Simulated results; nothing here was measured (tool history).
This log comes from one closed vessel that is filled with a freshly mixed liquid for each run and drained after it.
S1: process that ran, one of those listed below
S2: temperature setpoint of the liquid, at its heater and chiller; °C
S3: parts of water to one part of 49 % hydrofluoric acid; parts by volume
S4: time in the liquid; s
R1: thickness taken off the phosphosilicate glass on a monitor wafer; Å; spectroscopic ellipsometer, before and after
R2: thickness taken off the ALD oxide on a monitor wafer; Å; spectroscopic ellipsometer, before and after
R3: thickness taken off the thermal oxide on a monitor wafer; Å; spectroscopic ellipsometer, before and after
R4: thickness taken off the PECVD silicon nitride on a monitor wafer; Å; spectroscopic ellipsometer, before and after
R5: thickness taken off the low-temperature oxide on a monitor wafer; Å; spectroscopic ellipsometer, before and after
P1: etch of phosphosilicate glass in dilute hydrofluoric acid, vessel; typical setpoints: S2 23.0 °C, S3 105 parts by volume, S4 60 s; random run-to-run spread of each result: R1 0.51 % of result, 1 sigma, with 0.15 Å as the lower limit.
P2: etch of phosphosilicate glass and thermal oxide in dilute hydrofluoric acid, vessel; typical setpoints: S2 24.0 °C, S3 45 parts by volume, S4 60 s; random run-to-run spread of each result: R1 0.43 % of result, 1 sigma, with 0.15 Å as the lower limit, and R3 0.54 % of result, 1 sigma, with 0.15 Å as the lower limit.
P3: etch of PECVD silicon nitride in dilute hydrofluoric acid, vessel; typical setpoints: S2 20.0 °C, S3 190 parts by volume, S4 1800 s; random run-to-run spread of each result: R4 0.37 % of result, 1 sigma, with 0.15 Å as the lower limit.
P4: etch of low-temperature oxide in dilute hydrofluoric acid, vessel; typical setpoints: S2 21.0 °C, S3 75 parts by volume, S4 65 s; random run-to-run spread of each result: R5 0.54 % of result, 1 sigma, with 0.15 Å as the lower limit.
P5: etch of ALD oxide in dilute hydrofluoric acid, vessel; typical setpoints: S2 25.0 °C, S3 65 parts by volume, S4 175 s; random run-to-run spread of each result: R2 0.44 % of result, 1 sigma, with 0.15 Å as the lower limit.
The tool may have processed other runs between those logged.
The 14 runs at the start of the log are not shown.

run   hour  S1    S2   S3    S4       R1      R2      R3      R4       R5
 15  152.2  P1  23.0  105   100   590.49
 16  160.4  P1  23.0  105    30   178.32
 17  167.2  P4  17.5   75    65                                   109.550
 18  182.2  P5  20.5   65   175           474.97
 19  195.6  P4  21.0  120    65                                    75.135
 20  205.9  P3  17.0  190  1800                           103.70
 21  216.9  P1  23.0  105    60   355.51
 22  228.1  P4  21.0   75    65                                   127.230
 23  241.7  P4  21.0   75    30                                    58.155
 24  252.8  P5  25.0   40   175           964.86
 25  265.8  P1  23.0  105    60   357.13
 26  280.1  P4  21.0   75    65                                   126.230
 27  288.0  P2  24.0   45    30   970.71          35.266
     301.5  -- hydrofluoric acid flow meter replaced
 28  302.9  P2  24.0   45    60  1952.10          69.891
 29  313.7  P3  20.0  190  3195                           223.76
 30  325.5  P3  20.0  190  1800                           126.96
 31  338.3  P1  28.0  105    60   435.10
 32  349.6  P1  23.0  185    60   186.66
 33  356.4  P1  23.0  105    60   357.47
 34  367.7  P1  23.0  105    60   370.73
 35  380.8  P1  23.0  105    60   379.65
 36  394.8  P1  23.0  105    60   383.28
 37  401.8  P1  23.0  105    60   387.49
 38  416.2  P1  23.0  105    60   386.69

For run 39, what comes out?
 39  429.2  P1  23.0  105  60   ?

{"run 39": {"R1": 390.71}}
